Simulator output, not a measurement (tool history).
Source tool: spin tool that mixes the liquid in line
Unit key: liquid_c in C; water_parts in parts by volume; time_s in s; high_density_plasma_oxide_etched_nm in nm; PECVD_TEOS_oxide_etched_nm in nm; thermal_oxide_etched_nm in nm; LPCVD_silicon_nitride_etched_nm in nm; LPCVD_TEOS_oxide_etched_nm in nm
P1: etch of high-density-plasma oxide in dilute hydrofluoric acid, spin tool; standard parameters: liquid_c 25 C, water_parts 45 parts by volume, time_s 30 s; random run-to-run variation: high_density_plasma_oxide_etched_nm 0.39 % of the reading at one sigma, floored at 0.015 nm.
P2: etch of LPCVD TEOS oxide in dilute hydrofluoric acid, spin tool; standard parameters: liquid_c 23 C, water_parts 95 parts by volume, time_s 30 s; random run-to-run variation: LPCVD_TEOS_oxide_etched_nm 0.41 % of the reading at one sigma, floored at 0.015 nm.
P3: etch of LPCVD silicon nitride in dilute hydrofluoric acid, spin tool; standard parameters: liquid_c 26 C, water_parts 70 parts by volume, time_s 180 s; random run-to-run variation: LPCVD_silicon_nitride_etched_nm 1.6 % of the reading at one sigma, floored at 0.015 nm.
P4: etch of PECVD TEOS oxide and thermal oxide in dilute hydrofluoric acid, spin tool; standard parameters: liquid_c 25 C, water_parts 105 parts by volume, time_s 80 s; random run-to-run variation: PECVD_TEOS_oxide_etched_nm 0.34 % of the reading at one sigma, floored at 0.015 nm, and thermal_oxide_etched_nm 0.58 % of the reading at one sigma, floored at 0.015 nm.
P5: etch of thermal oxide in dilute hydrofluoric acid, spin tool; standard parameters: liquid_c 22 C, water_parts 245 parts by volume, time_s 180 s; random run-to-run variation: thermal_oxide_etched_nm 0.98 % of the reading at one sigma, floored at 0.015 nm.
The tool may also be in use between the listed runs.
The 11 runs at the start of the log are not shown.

run,day,process,liquid_c,water_parts,time_s,hours since the thermometer was replaced,hours since the hydrofluoric acid flow meter was replaced,high_density_plasma_oxide_etched_nm,PECVD_TEOS_oxide_etched_nm,thermal_oxide_etched_nm,LPCVD_silicon_nitride_etched_nm,LPCVD_TEOS_oxide_etched_nm
12,5.896,P3,26,70,350,104.4,914.4,,,,3.1094,
13,6.204,P1,25,45,30,111.8,921.8,8.3821,,,,
14,6.792,P5,17,245,180,125.9,935.9,,,2.3279,,
15,7.342,P3,20.5,70,180,139.1,949.1,,,,1.0801,
16,7.733,P4,25,30,80,148.5,958.5,,38.174,13.883,,
17,8.067,P5,22,245,180,156.5,966.5,,,2.8124,,
18,8.392,P1,25,45,50,164.3,974.3,14.031,,,,
19,8.746,P3,26,100,180,172.8,982.8,,,,1.1064,
20,9.117,P1,17.5,45,30,181.7,991.7,6.0963,,,,
21,9.6,P1,29.5,45,30,193.3,1003.3,10.037,,,,
22,10.096,P2,23,35,30,205.2,1015.2,,,,,30.864
23,10.679,P2,23,95,30,219.2,1029.2,,,,,10.614
24,11.188,P1,25,65,30,231.4,1041.4,5.6931,,,,
25,11.742,P2,17,95,30,244.7,1054.7,,,,,8.3296
26,12.125,P2,23,95,30,253.9,1063.9,,,,,10.581
27,12.475,P1,25,45,30,262.3,1072.3,8.4215,,,,
28,12.967,P1,25,45,15,274.1,1084.1,4.1626,,,,

Expected results for the next run?
29,13.317,P4,25,105,80,282.5,1092.5,,?,?,,

{"run 29": {"PECVD_TEOS_oxide_etched_nm": 9.8743, "thermal_oxide_etched_nm": 3.6121}}
